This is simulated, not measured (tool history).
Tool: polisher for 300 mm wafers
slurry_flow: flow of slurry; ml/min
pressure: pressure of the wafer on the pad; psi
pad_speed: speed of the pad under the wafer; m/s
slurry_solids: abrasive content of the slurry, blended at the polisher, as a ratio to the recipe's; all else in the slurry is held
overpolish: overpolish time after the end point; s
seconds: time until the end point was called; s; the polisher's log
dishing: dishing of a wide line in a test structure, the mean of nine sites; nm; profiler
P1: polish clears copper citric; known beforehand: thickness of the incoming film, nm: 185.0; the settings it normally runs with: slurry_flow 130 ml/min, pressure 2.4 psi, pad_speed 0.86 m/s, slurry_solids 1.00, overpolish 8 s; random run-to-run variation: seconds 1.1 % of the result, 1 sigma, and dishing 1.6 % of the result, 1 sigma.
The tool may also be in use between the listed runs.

run   hour  slurry_flow  pressure  pad_speed  slurry_solids  overpolish  seconds  dishing
  1   12.1          130       2.4       0.86           1.00           8  119.510   8.5547
  2   20.7          130       3.4       0.86           1.00           4   85.335   6.3299
  3   30.1          130       2.4       0.86           1.00           8  118.750   8.3743
  4   41.5          130       2.4       0.86           0.55           8  133.650   8.0193
  5   48.6          130       3.6       0.86           1.00           8   78.797  12.4800
  6   60.1          130       2.4       0.86           1.00          14  121.200  13.7960
  7   72.4          130       1.1       0.86           1.00           8  251.830   4.4172
  8   84.7          185       2.4       0.50           1.00           8  189.550   5.7961
  9   93.8          130       2.4       0.86           1.00           8  118.550   8.5683
      98.0  -- head pressure recalibrated
 10  102.9          130       2.4       0.86           1.00           8  121.600   8.6907
 11  110.9          130       2.4       0.86           1.00           8  119.550   8.9406
 12  121.7          130       2.4       0.86           1.00           2  120.330   2.4023
 13  130.8           80       2.4       0.86           1.00          15  134.040  13.2140
 14  142.5          200       2.4       0.86           1.00           8  111.400   9.3687
 15  149.7          130       2.4       1.22           1.00           8   84.578  11.3970
 16  159.0           90       2.4       0.86           1.00           8  131.170   7.8680
 17  167.5          130       2.4       0.86           1.00           8  118.850   8.4397
 18  179.9          130       2.4       0.40           1.00           8  249.110   4.5015
 19  192.6          130       2.4       0.86           1.50           8  109.390   9.5868
 20  205.3          130       2.4       0.86           1.00           8  119.620   8.8320
 21  216.1          130       2.4       0.86           1.00           8  123.670   8.2701
 22  224.7          130       2.4       0.86           1.00           8  126.840   8.1927
 23  231.6          130       2.4       0.86           1.00           8  128.960   7.9972
 24  238.3          130       2.4       0.86           1.00           8  127.650   7.9697
     245.0  -- head pressure recalibrated
 25  245.8          130       2.4       0.86           1.00           8  131.690   7.9972
 26  256.6          130       2.4       0.86           1.00           8  131.860   7.9549

Run 27 comes next. What will it give?
     262.9  -- slurry blender recalibrated
 27  266.9          130       2.4       0.86           1.00           8        ?        ?

Run 27 yielded seconds 133.950 s, dishing 7.8468 nm.

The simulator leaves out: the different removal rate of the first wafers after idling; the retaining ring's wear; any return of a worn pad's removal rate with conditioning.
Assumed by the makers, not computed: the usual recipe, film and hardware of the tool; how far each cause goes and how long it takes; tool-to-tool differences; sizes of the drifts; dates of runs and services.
